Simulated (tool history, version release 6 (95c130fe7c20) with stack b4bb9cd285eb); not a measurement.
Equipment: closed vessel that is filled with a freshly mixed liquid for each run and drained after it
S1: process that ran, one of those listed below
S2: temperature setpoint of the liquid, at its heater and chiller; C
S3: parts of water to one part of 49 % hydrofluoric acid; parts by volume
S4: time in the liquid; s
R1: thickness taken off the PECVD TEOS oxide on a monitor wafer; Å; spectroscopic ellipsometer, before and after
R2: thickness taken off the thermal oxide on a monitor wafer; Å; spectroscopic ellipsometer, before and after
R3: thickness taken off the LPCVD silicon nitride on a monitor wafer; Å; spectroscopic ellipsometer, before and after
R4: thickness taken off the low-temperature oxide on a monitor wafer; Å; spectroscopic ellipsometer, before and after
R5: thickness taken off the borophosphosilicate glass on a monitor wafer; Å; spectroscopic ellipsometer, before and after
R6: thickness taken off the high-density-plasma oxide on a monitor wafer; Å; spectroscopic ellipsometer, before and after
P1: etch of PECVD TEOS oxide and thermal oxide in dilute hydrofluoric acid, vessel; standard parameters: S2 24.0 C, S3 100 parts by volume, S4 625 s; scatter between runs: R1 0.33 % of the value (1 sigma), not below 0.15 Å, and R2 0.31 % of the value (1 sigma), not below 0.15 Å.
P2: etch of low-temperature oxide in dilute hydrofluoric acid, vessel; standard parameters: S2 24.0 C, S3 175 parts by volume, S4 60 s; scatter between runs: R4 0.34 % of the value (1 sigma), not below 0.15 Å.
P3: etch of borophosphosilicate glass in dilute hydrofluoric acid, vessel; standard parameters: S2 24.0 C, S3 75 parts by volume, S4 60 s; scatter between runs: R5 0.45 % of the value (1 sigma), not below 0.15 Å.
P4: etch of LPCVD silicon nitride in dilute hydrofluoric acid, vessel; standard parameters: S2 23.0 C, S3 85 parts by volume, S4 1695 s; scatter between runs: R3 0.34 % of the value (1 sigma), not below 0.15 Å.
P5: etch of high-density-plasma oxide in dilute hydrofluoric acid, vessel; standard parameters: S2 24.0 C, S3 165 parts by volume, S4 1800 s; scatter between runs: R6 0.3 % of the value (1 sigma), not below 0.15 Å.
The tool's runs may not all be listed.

run 1 day=0.692 | S1=P1 S2=24.0 S3=100 S4=625 | R1=530.490 R2=297.760
run 2 day=1.058 | S1=P4 S2=23.0 S3=85 S4=1695 | R3=97.892
run 3 day=1.608 | S1=P1 S2=20.5 S3=100 S4=60 | R1=43.904 R2=24.552
run 4 day=2.338 | S1=P2 S2=24.0 S3=175 S4=60 | R4=76.689
run 5 day=2.783 | S1=P1 S2=31.0 S3=100 S4=625 | R1=691.880 R2=388.530
run 6 day=3.467 | S1=P3 S2=24.0 S3=75 S4=60 | R5=290.23
run 7 day=3.979 | S1=P3 S2=24.0 S3=140 S4=60 | R5=143.63
run 8 day=4.675 | S1=P4 S2=23.0 S3=85 S4=260 | R3=15.429
run 9 day=5.371 | S1=P1 S2=24.0 S3=100 S4=130 | R1=111.010 R2=61.083
run 10 day=5.912 | S1=P3 S2=24.0 S3=75 S4=60 | R5=290.24
run 11 day=6.504 | S1=P1 S2=24.0 S3=100 S4=625 | R1=526.790 R2=296.370
run 12 day=6.958 | S1=P4 S2=19.5 S3=85 S4=1695 | R3=77.194
run 13 day=7.304 | S1=P3 S2=20.5 S3=75 S4=60 | R5=252.10
run 14 day=7.925 | S1=P2 S2=24.0 S3=175 S4=60 | R4=76.426
run 15 day=8.321 | S1=P1 S2=24.0 S3=150 S4=625 | R1=332.810 R2=186.640
run 16 day=8.858 | S1=P1 S2=24.0 S3=100 S4=625 | R1=524.890 R2=297.960
run 17 day=9.583 | S1=P5 S2=19.5 S3=165 S4=1800 | R6=424.30
run 18 day=10.042 | S1=P2 S2=24.0 S3=175 S4=30 | R4=38.517
run 19 day=10.771 | S1=P1 S2=19.0 S3=100 S4=625 | R1=435.210 R2=242.470
run 20 day=11.517 | S1=P5 S2=24.0 S3=35 S4=1800 | R6=2801.20
-- day=12.125 thermometer replaced
run 21 day=12.171 | S1=P3 S2=24.0 S3=75 S4=30 | R5=143.96
run 22 day=12.517 | S1=P1 S2=19.0 S3=30 S4=625 | R1=1561.200 R2=874.960
run 23 day=13.079 | S1=P2 S2=24.0 S3=25 S4=60 | R4=647.930
run 24 day=13.429 | S1=P1 S2=24.0 S3=100 S4=1165 | R1=990.380 R2=553.570
run 25 day=13.838 | S1=P1 S2=24.0 S3=100 S4=625 | R1=530.010 R2=297.640
run 26 day=14.417 | S1=P4 S2=23.0 S3=55 S4=1695 | R3=149.480
run 27 day=15.138 | S1=P5 S2=24.0 S3=165 S4=1800 | R6=504.23
run 28 day=15.829 | S1=P1 S2=24.0 S3=25 S4=1150 | R1=4310.500 R2=2406.700
run 29 day=16.425 | S1=P1 S2=24.0 S3=45 S4=625 | R1=1267.000 R2=706.190
run 30 day=17.017 | S1=P1 S2=24.0 S3=100 S4=625 | R1=530.190 R2=295.760
run 31 day=17.525 | S1=P2 S2=17.0 S3=175 S4=60 | R4=58.376
run 32 day=17.883 | S1=P5 S2=24.0 S3=165 S4=3095 | R6=866.29
run 33 day=18.517 | S1=P1 S2=24.0 S3=100 S4=625 | R1=530.570 R2=298.360
run 34 day=19.042 | S1=P1 S2=24.0 S3=100 S4=625 | R1=513.590 R2=286.760
run 35 day=19.383 | S1=P1 S2=24.0 S3=100 S4=625 | R1=505.520 R2=283.870
run 36 day=19.838 | S1=P1 S2=24.0 S3=100 S4=625 | R1=500.930 R2=281.830
run 37 day=20.462 | S1=P1 S2=24.0 S3=100 S4=625 | R1=499.240 R2=277.860
run 38 day=20.800 | S1=P1 S2=24.0 S3=100 S4=625 | R1=498.730 R2=278.490
run 39 day=21.162 | S1=P1 S2=24.0 S3=100 S4=625 | R1=497.200 R2=278.940
run 40 day=21.762 | S1=P1 S2=24.0 S3=100 S4=625 | R1=493.560 R2=277.440

The log shows P1 creeping away from where it was. Any of the 2 causes listed here, at the size stated for it, fits the log just as well as the others:
A: hydrofluoric acid flow below the setpoint (%) = 5.71
B: liquid colder than its thermometer reads (K) = 1.66
The creep began at about day 18.517.

Each of the check runs listed below is run on 2 wafers and reports their average, with the results left as question marks. Pick the one under which the possible causes would lead to clearly different results.
run check 1 day=22.362 | S1=P2 S2=17.0 S3=175 S4=30 | R4=?
run check 2 day=22.362 | S1=P5 S2=24.0 S3=90 S4=2640 | R6=?
run check 3 day=22.362 | S1=P3 S2=20.5 S3=105 S4=60 | R5=?
run check 4 day=22.362 | S1=P4 S2=23.0 S3=85 S4=280 | R3=?

Check results expected under each cause:
check=check_1 result=R4 if_A=27.314 if_B=27.343
check=check_2 result=R6 if_A=1389.60 if_B=1388.00
check=check_3 result=R5 if_A=162.74 if_B=162.37
check=check_4 result=R3 if_A=15.253 if_B=14.453
Minimum pairwise separation of causes per check, each pair taken at its best-separating result: check 1 0.1 %; check 2 0.12 %; check 3 0.23 %; check 4 5.39 %
Only in check 4 would the causes give clearly different results; in the remaining checks their results would be nearly the same.

After running check 4, the following was obtained: R3 14.652 Å. Which cause does this point to?

It is B: liquid colder than its thermometer reads (K).

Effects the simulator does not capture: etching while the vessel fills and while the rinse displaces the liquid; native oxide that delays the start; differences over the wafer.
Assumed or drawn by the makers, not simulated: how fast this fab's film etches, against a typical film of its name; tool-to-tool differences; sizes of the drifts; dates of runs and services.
